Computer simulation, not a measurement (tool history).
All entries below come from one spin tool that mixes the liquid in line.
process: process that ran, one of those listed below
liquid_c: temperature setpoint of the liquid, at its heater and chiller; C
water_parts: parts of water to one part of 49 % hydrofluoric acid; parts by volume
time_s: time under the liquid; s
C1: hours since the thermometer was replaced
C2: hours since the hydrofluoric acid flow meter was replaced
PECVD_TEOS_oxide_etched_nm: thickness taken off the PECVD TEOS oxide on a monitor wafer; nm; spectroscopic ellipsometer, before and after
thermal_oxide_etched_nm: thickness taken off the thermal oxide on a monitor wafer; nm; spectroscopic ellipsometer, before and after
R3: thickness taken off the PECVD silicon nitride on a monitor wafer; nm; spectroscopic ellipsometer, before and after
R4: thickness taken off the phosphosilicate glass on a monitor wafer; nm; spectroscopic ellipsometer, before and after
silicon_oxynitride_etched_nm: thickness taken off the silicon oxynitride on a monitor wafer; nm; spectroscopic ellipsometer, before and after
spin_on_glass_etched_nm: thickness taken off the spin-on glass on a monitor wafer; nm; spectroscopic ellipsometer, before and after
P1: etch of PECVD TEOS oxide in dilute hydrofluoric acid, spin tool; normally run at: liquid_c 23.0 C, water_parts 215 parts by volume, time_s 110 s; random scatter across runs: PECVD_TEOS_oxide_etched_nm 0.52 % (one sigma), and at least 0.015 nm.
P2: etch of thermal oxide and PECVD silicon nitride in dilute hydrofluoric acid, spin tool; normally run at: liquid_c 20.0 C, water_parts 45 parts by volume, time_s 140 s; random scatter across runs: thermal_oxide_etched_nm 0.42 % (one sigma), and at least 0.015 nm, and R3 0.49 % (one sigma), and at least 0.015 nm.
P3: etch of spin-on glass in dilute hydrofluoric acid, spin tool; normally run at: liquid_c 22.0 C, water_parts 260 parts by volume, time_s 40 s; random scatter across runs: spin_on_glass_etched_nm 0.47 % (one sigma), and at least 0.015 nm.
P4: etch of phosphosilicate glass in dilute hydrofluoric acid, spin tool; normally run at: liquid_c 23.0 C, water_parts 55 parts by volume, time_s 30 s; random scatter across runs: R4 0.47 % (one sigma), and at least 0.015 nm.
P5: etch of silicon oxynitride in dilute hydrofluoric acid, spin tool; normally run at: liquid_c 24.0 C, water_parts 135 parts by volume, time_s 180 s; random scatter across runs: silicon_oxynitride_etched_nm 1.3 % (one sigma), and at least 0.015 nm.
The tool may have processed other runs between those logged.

{"run": 1, "hour": 17.9, "process": "P1", "liquid_c": 23.0, "water_parts": 215, "time_s": 110, "C1": 1913.4, "C2": 1018.5, "PECVD_TEOS_oxide_etched_nm": 4.2462}
{"run": 2, "hour": 33.4, "process": "P1", "liquid_c": 23.0, "water_parts": 215, "time_s": 110, "C1": 1928.9, "C2": 1034.0, "PECVD_TEOS_oxide_etched_nm": 4.2345}
{"run": 3, "hour": 41.4, "process": "P1", "liquid_c": 27.0, "water_parts": 215, "time_s": 110, "C1": 1936.9, "C2": 1042.0, "PECVD_TEOS_oxide_etched_nm": 4.9596}
{"run": 4, "hour": 50.1, "process": "P1", "liquid_c": 19.0, "water_parts": 215, "time_s": 110, "C1": 1945.6, "C2": 1050.7, "PECVD_TEOS_oxide_etched_nm": 3.673}
{"run": 5, "hour": 67.0, "process": "P2", "liquid_c": 20.0, "water_parts": 65, "time_s": 140, "C1": 1962.5, "C2": 1067.6, "thermal_oxide_etched_nm": 9.8694, "R3": 8.9948}
{"run": 6, "hour": 77.5, "process": "P1", "liquid_c": 23.0, "water_parts": 215, "time_s": 40, "C1": 1973.0, "C2": 1078.1, "PECVD_TEOS_oxide_etched_nm": 1.5586}
{"run": 7, "hour": 93.4, "process": "P2", "liquid_c": 20.0, "water_parts": 45, "time_s": 140, "C1": 1988.9, "C2": 1094.0, "thermal_oxide_etched_nm": 14.506, "R3": 12.919}
{"run": 8, "hour": 102.9, "process": "P2", "liquid_c": 20.0, "water_parts": 45, "time_s": 260, "C1": 1998.4, "C2": 1103.5, "thermal_oxide_etched_nm": 26.916, "R3": 23.9}
{"run": 9, "hour": 117.6, "process": "P4", "liquid_c": 23.0, "water_parts": 55, "time_s": 30, "C1": 2013.1, "C2": 1118.2, "R4": 110.18}
{"run": 10, "hour": 127.3, "process": "P4", "liquid_c": 31.5, "water_parts": 55, "time_s": 30, "C1": 2022.8, "C2": 1127.9, "R4": 155.89}
{"run": 11, "hour": 142.1, "process": "P5", "liquid_c": 24.0, "water_parts": 135, "time_s": 355, "C1": 2037.6, "C2": 1142.7, "silicon_oxynitride_etched_nm": 3.7704}
{"run": 12, "hour": 157.9, "process": "P3", "liquid_c": 22.0, "water_parts": 260, "time_s": 40, "C1": 2053.4, "C2": 1158.5, "spin_on_glass_etched_nm": 4.4097}
{"run": 13, "hour": 166.8, "process": "P5", "liquid_c": 24.0, "water_parts": 135, "time_s": 180, "C1": 2062.3, "C2": 1167.4, "silicon_oxynitride_etched_nm": 1.8944}
{"run": 14, "hour": 178.2, "process": "P1", "liquid_c": 23.0, "water_parts": 215, "time_s": 190, "C1": 2073.7, "C2": 1178.8, "PECVD_TEOS_oxide_etched_nm": 7.419}
{"run": 15, "hour": 188.4, "process": "P1", "liquid_c": 23.0, "water_parts": 215, "time_s": 110, "C1": 2083.9, "C2": 1189.0, "PECVD_TEOS_oxide_etched_nm": 4.2969}
{"run": 16, "hour": 204.3, "process": "P1", "liquid_c": 23.0, "water_parts": 75, "time_s": 110, "C1": 2099.8, "C2": 1204.9, "PECVD_TEOS_oxide_etched_nm": 14.585}
{"run": 17, "hour": 218.4, "process": "P1", "liquid_c": 27.0, "water_parts": 340, "time_s": 110, "C1": 2113.9, "C2": 1219.0, "PECVD_TEOS_oxide_etched_nm": 2.783}
{"run": 18, "hour": 227.2, "process": "P3", "liquid_c": 22.0, "water_parts": 450, "time_s": 40, "C1": 2122.7, "C2": 1227.8, "spin_on_glass_etched_nm": 2.1305}
{"run": 19, "hour": 239.4, "process": "P4", "liquid_c": 23.0, "water_parts": 55, "time_s": 55, "C1": 2134.9, "C2": 1240.0, "R4": 202.91}
{"run": 20, "hour": 253.6, "process": "P2", "liquid_c": 17.0, "water_parts": 45, "time_s": 140, "C1": 2149.1, "C2": 1254.2, "thermal_oxide_etched_nm": 12.798, "R3": 10.436}
{"run": 21, "hour": 271.5, "process": "P1", "liquid_c": 23.0, "water_parts": 345, "time_s": 110, "C1": 2167.0, "C2": 1272.1, "PECVD_TEOS_oxide_etched_nm": 2.3642}
{"run": 22, "hour": 281.1, "process": "P3", "liquid_c": 22.0, "water_parts": 260, "time_s": 40, "C1": 2176.6, "C2": 1281.7, "spin_on_glass_etched_nm": 4.356}
{"run": 23, "hour": 298.5, "process": "P1", "liquid_c": 17.0, "water_parts": 215, "time_s": 50, "C1": 2194.0, "C2": 1299.1, "PECVD_TEOS_oxide_etched_nm": 1.5594}

Estimate the outcome of run 24 from the log above:
{"run": 24, "hour": 307.9, "process": "P5", "liquid_c": 31.0, "water_parts": 135, "time_s": 180, "C1": 2203.4, "C2": 1308.5, "silicon_oxynitride_etched_nm": "?"}

{"run 24": {"silicon_oxynitride_etched_nm": 2.6027}}
